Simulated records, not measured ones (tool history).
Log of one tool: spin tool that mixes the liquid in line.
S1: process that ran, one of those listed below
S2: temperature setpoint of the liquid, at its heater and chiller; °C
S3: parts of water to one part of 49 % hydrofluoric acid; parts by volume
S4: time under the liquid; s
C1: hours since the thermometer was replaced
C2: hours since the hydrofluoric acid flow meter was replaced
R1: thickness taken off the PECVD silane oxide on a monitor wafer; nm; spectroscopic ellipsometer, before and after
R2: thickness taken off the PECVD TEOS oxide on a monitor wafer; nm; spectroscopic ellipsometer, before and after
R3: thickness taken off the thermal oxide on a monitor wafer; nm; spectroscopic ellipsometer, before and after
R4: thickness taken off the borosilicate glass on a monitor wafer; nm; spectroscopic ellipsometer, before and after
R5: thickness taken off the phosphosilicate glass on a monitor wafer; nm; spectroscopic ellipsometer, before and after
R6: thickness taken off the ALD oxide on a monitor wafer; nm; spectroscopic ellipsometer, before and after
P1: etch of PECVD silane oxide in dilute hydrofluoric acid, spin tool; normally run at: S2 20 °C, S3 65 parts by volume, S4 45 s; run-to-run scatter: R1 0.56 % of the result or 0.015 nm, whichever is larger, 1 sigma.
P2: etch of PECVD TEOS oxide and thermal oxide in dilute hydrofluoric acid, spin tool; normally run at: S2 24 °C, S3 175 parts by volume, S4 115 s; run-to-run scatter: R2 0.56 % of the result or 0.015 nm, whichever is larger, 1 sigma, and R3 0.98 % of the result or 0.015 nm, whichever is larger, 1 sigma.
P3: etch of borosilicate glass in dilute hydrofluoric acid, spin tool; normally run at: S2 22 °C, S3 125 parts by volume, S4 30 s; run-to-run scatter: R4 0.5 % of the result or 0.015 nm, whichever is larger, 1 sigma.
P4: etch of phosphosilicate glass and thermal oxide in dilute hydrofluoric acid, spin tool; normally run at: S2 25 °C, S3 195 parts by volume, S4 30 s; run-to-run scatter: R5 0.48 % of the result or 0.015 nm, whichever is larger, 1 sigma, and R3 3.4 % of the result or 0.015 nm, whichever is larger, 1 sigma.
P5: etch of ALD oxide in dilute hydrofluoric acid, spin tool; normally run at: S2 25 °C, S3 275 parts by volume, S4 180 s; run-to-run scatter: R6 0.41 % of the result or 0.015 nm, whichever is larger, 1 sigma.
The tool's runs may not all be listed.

run   hour  S1    S2   S3   S4     C1     C2      R1      R2       R3      R4      R5      R6
  1   10.7  P1    20   65   45  120.8  564.8    10.8
  2   16.3  P1    20   65   45  126.4  570.4  10.848
  3   27.9  P2    24  175   35    138    582          2.9228  0.86968
  4     37  P1    20   65   80  147.1  591.1  19.272
  5   43.5  P1    17   65   45  153.6  597.6   9.642
  6   53.9  P2    24  175  115    164    608          9.5722   2.8013
  7   61.2  P3    22   30   30  171.3  615.3                           39.578
  8   72.6  P4    25  195   30  182.7  626.7                  0.73571          11.081
  9     83  P1    20   65   15  193.1  637.1  3.6045
 10   92.4  P5    25  275  285  202.5  646.5                                           14.533
 11   99.8  P5    25  105  180  209.9  653.9                                           29.231
 12    111  P1    24   65   45  221.1  665.1  12.842
 13  120.1  P4    25  195   30  230.2  674.2                  0.71108          11.217
 14  126.2  P1    20   65   45  236.3  680.3  10.879
 15  136.2  P5    25  275  180  246.3  690.3                                           9.1422
 16  145.3  P1  26.5   85   45  255.4  699.4  10.633
 17  154.7  P1    20   65   45  264.8  708.8  10.806
 18  166.9  P2    24  175  115    277    721          9.7831   2.8092
 19    173  P4    25   35   30  283.1  727.1                   4.8005          76.352
 20  183.8  P3    22  125   55  293.9  737.9                           15.435
 21  195.9  P1    20   65   45    306    750  10.883
 22  201.5  P3    22  125   30  311.6  755.6                           8.4254
 23  211.9  P3  29.5  125   30    322    766                           11.063
 24  219.5  P4    25  195   15  329.6  773.6                  0.35687          5.5751
 25  225.9  P5    21  275  180    336    780                                           7.9852
 26  233.3  P2    24   40  115  343.4  787.4          50.213   14.516
 27  245.4  P1    20   25   45  355.5  799.5  29.706
 28  251.7  P1    17   65   15  361.8  805.8  3.1441
 29  258.9  P1    20   65   45    369    813  10.857
 30  267.9  P2  32.5  175  115    378    822          13.089   3.7694
 31  278.7  P4    18  195   30  388.8  832.8                  0.57285          8.6204
 32  290.1  P1    17   65   20  400.2  844.2   4.273
 33  295.9  P1    20  100   45    406    850  6.7733
 34  306.4  P1    20   65   45  416.5  860.5  10.979
 35    314  P1    20   65   45  424.1  868.1  10.437
 36  321.3  P1    20   65   45  431.4  875.4  10.258

The next listed run, before its measurement:
 37  327.9  P1  20  65  45  438  882   ?

R1: 10.19 nm

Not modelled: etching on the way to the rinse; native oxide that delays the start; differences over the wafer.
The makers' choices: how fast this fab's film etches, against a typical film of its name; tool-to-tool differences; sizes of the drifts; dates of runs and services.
